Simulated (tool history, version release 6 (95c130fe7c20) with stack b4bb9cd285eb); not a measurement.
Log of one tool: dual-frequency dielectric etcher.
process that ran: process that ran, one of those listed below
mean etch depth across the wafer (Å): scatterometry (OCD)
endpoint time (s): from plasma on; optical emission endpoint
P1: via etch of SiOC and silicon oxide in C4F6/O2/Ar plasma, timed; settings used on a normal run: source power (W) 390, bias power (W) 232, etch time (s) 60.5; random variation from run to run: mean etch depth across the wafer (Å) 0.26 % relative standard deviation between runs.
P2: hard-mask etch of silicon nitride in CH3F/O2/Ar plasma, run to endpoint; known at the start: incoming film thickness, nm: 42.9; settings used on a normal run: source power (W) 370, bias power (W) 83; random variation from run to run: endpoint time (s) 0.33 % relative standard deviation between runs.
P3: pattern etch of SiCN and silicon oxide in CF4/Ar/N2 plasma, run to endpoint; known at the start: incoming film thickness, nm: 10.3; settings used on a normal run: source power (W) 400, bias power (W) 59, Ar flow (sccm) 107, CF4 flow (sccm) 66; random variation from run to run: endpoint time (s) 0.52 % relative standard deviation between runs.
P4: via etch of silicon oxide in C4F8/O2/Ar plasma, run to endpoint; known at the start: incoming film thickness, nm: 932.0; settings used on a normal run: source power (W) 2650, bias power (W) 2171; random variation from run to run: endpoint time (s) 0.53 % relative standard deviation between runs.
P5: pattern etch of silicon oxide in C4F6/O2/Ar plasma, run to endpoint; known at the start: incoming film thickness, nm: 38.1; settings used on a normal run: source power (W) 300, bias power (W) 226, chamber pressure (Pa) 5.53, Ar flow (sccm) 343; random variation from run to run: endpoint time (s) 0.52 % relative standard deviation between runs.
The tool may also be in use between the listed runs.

| run | hour | process that ran | source power (W) | bias power (W) | etch time (s) | Ar flow (sccm) | CF4 flow (sccm) | chamber pressure (Pa) | hours since the last wet clean | hours since the last source power generator calibration | hours since the last bias power generator calibration | mean etch depth across the wafer (Å) | endpoint time (s) |
|---|---|---|---|---|---|---|---|---|---|---|---|---|---|
| 1 | 4.7 | P1 | 390 | 232 | 60.5 |  |  |  | 357.1 | 1597 | 1376.3 | 719.95 |  |
| 2 | 6.7 | P4 | 1770 | 2171 |  |  |  |  | 359.1 | 1599 | 1378.3 |  | 183.84 |
| 3 | 9.1 | P3 | 550 | 59 |  | 107 | 66 |  | 361.5 | 1601.4 | 1380.7 |  | 10.972 |
| 4 | 12.1 | P1 | 280 | 232 | 60.5 |  |  |  | 364.5 | 1604.4 | 1383.7 | 638.35 |  |
| 5 | 14.6 | P1 | 390 | 232 | 60.5 |  |  |  | 367 | 1606.9 | 1386.2 | 716.53 |  |
| 6 | 16.9 | P5 | 300 | 226 |  | 343 |  | 5.53 | 369.3 | 1609.2 | 1388.5 |  | 13.296 |
| 7 | 21.4 | P5 | 300 | 226 |  | 276 |  | 5.53 | 373.8 | 1613.7 | 1393 |  | 12.867 |
| 8 | 24 | P5 | 240 | 226 |  | 343 |  | 5.53 | 376.4 | 1616.3 | 1395.6 |  | 14.41 |
| 9 | 28.5 | P2 | 370 | 56 |  |  |  |  | 380.9 | 1620.8 | 1400.1 |  | 70.249 |
| 10 | 31.8 | P1 | 390 | 274 | 80.5 |  |  |  | 384.2 | 1624.1 | 1403.4 | 1017.1 |  |
| 11 | 36.4 | P1 | 390 | 232 | 73.5 |  |  |  | 388.8 | 1628.7 | 1408 | 869.82 |  |
| 12 | 40.4 | P1 | 240 | 232 | 82 |  |  |  | 392.8 | 1632.7 | 1412 | 812.07 |  |
| 13 | 44.3 | P4 | 2650 | 1299 |  |  |  |  | 396.7 | 1636.6 | 1415.9 |  | 180.07 |
| 14 | 48.7 | P3 | 400 | 59 |  | 107 | 66 |  | 401.1 | 1641 | 1420.3 |  | 14.521 |
| 15 | 52.5 | P1 | 390 | 292 | 60.5 |  |  |  | 404.9 | 1644.8 | 1424.1 | 777.62 |  |
| 16 | 57 | P5 | 300 | 226 |  | 343 |  | 7.53 | 409.4 | 1649.3 | 1428.6 |  | 13.691 |
| 17 | 59.1 | P1 | 550 | 232 | 60.5 |  |  |  | 411.5 | 1651.4 | 1430.7 | 816.96 |  |
| 18 | 61.9 | P3 | 400 | 59 |  | 130 | 66 |  | 414.3 | 1654.2 | 1433.5 |  | 15.076 |
| 19 | 64.7 | P3 | 400 | 59 |  | 107 | 92 |  | 417.1 | 1657 | 1436.3 |  | 13.716 |
| 20 | 67.5 | P1 | 390 | 232 | 60.5 |  |  |  | 419.9 | 1659.8 | 1439.1 | 721.78 |  |
| 21 | 71.8 | P3 | 400 | 40 |  | 107 | 66 |  | 424.2 | 1664.1 | 1443.4 |  | 16.515 |
| 22 | 73.9 | P2 | 370 | 83 |  |  |  |  | 426.3 | 1666.2 | 1445.5 |  | 61.841 |

What does the tool deliver on the next run?
| 23 | 77.6 | P3 | 400 | 59 |  | 107 | 66 |  | 430 | 1669.9 | 1449.2 |  | ? |

endpoint time (s): 14.413
